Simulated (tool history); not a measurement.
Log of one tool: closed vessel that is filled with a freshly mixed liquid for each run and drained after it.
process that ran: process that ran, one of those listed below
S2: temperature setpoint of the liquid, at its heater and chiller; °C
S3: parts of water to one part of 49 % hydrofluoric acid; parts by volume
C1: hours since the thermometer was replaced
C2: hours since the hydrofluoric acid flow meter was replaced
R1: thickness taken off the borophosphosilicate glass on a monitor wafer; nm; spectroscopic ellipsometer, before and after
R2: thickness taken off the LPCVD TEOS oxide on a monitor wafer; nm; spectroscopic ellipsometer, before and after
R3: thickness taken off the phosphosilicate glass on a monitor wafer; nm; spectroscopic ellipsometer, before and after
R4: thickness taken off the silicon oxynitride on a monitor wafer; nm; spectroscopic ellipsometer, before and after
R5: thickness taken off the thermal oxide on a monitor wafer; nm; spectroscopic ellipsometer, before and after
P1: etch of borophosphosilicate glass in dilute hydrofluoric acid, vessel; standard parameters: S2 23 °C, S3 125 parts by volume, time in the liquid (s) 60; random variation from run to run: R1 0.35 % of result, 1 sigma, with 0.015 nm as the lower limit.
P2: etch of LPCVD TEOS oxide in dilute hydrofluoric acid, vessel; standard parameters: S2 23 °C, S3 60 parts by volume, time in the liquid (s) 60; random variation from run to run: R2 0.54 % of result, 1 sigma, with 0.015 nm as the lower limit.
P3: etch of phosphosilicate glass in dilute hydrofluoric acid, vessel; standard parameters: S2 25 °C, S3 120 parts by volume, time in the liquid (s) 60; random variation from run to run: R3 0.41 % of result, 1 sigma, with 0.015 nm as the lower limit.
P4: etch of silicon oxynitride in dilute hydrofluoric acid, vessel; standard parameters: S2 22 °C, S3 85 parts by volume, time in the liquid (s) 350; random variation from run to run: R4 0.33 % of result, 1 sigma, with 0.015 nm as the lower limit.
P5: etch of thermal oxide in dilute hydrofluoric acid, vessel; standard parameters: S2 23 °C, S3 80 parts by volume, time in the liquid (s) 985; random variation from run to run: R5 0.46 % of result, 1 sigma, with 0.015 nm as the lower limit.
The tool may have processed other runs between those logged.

run 1 day=0.533 | process_that_ran=P1 S2=23 S3=125 time_in_the_liquid_(s)=60 | C1=325.1 C2=784.9 | R1=15.245
run 2 day=1.021 | process_that_ran=P1 S2=23 S3=125 time_in_the_liquid_(s)=30 | C1=336.8 C2=796.6 | R1=7.6237
run 3 day=1.521 | process_that_ran=P2 S2=23 S3=60 time_in_the_liquid_(s)=110 | C1=348.8 C2=808.6 | R2=103.75
run 4 day=1.812 | process_that_ran=P2 S2=30.5 S3=60 time_in_the_liquid_(s)=60 | C1=355.8 C2=815.6 | R2=76.967
run 5 day=2.362 | process_that_ran=P1 S2=23 S3=125 time_in_the_liquid_(s)=110 | C1=369 C2=828.8 | R1=27.817
run 6 day=2.767 | process_that_ran=P1 S2=23 S3=125 time_in_the_liquid_(s)=60 | C1=378.7 C2=838.5 | R1=15.307
run 7 day=3.192 | process_that_ran=P3 S2=25 S3=120 time_in_the_liquid_(s)=30 | C1=388.9 C2=848.7 | R3=30.906
run 8 day=3.55 | process_that_ran=P1 S2=23 S3=125 time_in_the_liquid_(s)=60 | C1=397.5 C2=857.3 | R1=15.195
run 9 day=3.946 | process_that_ran=P1 S2=23 S3=125 time_in_the_liquid_(s)=60 | C1=407 C2=866.8 | R1=15.306
run 10 day=4.246 | process_that_ran=P1 S2=23 S3=125 time_in_the_liquid_(s)=60 | C1=414.2 C2=874 | R1=15.316
run 11 day=4.617 | process_that_ran=P4 S2=22 S3=85 time_in_the_liquid_(s)=555 | C1=423.1 C2=882.9 | R4=18.27
run 12 day=4.971 | process_that_ran=P1 S2=23 S3=125 time_in_the_liquid_(s)=60 | C1=431.6 C2=891.4 | R1=15.261
run 13 day=5.342 | process_that_ran=P1 S2=17.5 S3=125 time_in_the_liquid_(s)=60 | C1=440.5 C2=900.3 | R1=12.253
run 14 day=5.658 | process_that_ran=P3 S2=25 S3=120 time_in_the_liquid_(s)=60 | C1=448.1 C2=907.9 | R3=62.122
run 15 day=6.179 | process_that_ran=P2 S2=23 S3=60 time_in_the_liquid_(s)=60 | C1=460.6 C2=920.4 | R2=56.555
run 16 day=6.788 | process_that_ran=P3 S2=18.5 S3=120 time_in_the_liquid_(s)=60 | C1=475.2 C2=935 | R3=47.283
run 17 day=7.154 | process_that_ran=P3 S2=25 S3=215 time_in_the_liquid_(s)=60 | C1=484 C2=943.8 | R3=30.803
run 18 day=7.708 | process_that_ran=P5 S2=23 S3=80 time_in_the_liquid_(s)=125 | C1=497.3 C2=957.1 | R5=7.0721
run 19 day=7.992 | process_that_ran=P5 S2=18.5 S3=80 time_in_the_liquid_(s)=985 | C1=504.1 C2=963.9 | R5=46.812
run 20 day=8.638 | process_that_ran=P4 S2=22 S3=85 time_in_the_liquid_(s)=350 | C1=519.6 C2=979.4 | R4=11.488
run 21 day=9.179 | process_that_ran=P5 S2=23 S3=135 time_in_the_liquid_(s)=985 | C1=532.6 C2=992.4 | R5=31.168
run 22 day=9.829 | process_that_ran=P1 S2=17 S3=125 time_in_the_liquid_(s)=30 | C1=548.2 C2=1008 | R1=5.9706
run 23 day=10.467 | process_that_ran=P1 S2=23 S3=205 time_in_the_liquid_(s)=60 | C1=563.5 C2=1023.3 | R1=8.5279
run 24 day=11.05 | process_that_ran=P1 S2=26.5 S3=125 time_in_the_liquid_(s)=60 | C1=577.5 C2=1037.3 | R1=17.475
-- day=11.396 hydrofluoric acid flow meter replaced
run 25 day=11.525 | process_that_ran=P2 S2=23 S3=85 time_in_the_liquid_(s)=60 | C1=588.9 C2=3.1 | R2=38.927
run 26 day=11.967 | process_that_ran=P5 S2=23 S3=80 time_in_the_liquid_(s)=985 | C1=599.5 C2=13.7 | R5=55.818
run 27 day=12.612 | process_that_ran=P1 S2=23 S3=125 time_in_the_liquid_(s)=60 | C1=615 C2=29.2 | R1=15.318
run 28 day=12.992 | process_that_ran=P4 S2=22 S3=40 time_in_the_liquid_(s)=350 | C1=624.1 C2=38.3 | R4=25.371
run 29 day=13.317 | process_that_ran=P4 S2=17 S3=85 time_in_the_liquid_(s)=350 | C1=631.9 C2=46.1 | R4=9.0254
run 30 day=13.867 | process_that_ran=P1 S2=23 S3=45 time_in_the_liquid_(s)=60 | C1=645.1 C2=59.3 | R1=46.887
run 31 day=14.262 | process_that_ran=P2 S2=23 S3=60 time_in_the_liquid_(s)=60 | C1=654.6 C2=68.8 | R2=56.639
run 32 day=14.717 | process_that_ran=P1 S2=23 S3=125 time_in_the_liquid_(s)=60 | C1=665.5 C2=79.7 | R1=15.291
run 33 day=15.054 | process_that_ran=P1 S2=23 S3=125 time_in_the_liquid_(s)=60 | C1=673.6 C2=87.8 | R1=14.865
run 34 day=15.35 | process_that_ran=P1 S2=23 S3=125 time_in_the_liquid_(s)=60 | C1=680.7 C2=94.9 | R1=14.695
run 35 day=15.983 | process_that_ran=P1 S2=23 S3=125 time_in_the_liquid_(s)=60 | C1=695.9 C2=110.1 | R1=14.384
run 36 day=16.633 | process_that_ran=P1 S2=23 S3=125 time_in_the_liquid_(s)=60 | C1=711.5 C2=125.7 | R1=14.237
run 37 day=16.933 | process_that_ran=P1 S2=23 S3=125 time_in_the_liquid_(s)=60 | C1=718.7 C2=132.9 | R1=14.132
run 38 day=17.45 | process_that_ran=P1 S2=23 S3=125 time_in_the_liquid_(s)=60 | C1=731.1 C2=145.3 | R1=14.093
run 39 day=17.738 | process_that_ran=P1 S2=23 S3=125 time_in_the_liquid_(s)=60 | C1=738 C2=152.2 | R1=13.937
run 40 day=18.183 | process_that_ran=P1 S2=23 S3=125 time_in_the_liquid_(s)=60 | C1=748.7 C2=162.9 | R1=13.824
run 41 day=18.729 | process_that_ran=P1 S2=23 S3=125 time_in_the_liquid_(s)=60 | C1=761.8 C2=176 | R1=14.024
run 42 day=19.067 | process_that_ran=P1 S2=23 S3=125 time_in_the_liquid_(s)=60 | C1=769.9 C2=184.1 | R1=13.946
run 43 day=19.383 | process_that_ran=P1 S2=23 S3=125 time_in_the_liquid_(s)=60 | C1=777.5 C2=191.7 | R1=13.971

The log shows P1 creeping away from where it was. Any of the 2 causes listed here, at the size stated for it, fits the log just as well as the others:
A: liquid colder than its thermometer reads (K) = 2.26
B: hydrofluoric acid flow below the setpoint (%) = 7.49
The gradual shift began around day 14.717.

Which of the 4 check runs listed below separates the causes, so that each cause would produce a clearly different result? Each run uses one wafer, and its results are marked with question marks.
run check 1 day=19.7 | process_that_ran=P4 S2=17 S3=85 time_in_the_liquid_(s)=350 | R4=?
run check 2 day=19.7 | process_that_ran=P3 S2=22 S3=210 time_in_the_liquid_(s)=60 | R3=?
run check 3 day=19.7 | process_that_ran=P5 S2=23 S3=130 time_in_the_liquid_(s)=400 | R5=?
run check 4 day=19.7 | process_that_ran=P2 S2=30.5 S3=60 time_in_the_liquid_(s)=100 | R2=?

Check results expected under each cause:
check=check_1 result=R4 if_A=8.015 if_B=8.2844
check=check_2 result=R3 if_A=26.124 if_B=25.889
check=check_3 result=R5 if_A=12.079 if_B=12.074
check=check_4 result=R2 if_A=116.53 if_B=116.88
Smallest distance between any two causes, each pair judged by its most separating result, in per cent: check 1 3.31 %; check 2 0.9 %; check 3 0.04 %; check 4 0.3 %
Check 1 distinguishes between the causes, while the remaining checks would return nearly the same result for all of them.

After running check 1, the following was obtained: R4 8.3061 nm. Which cause does this point to?

It is B: hydrofluoric acid flow below the setpoint (%).
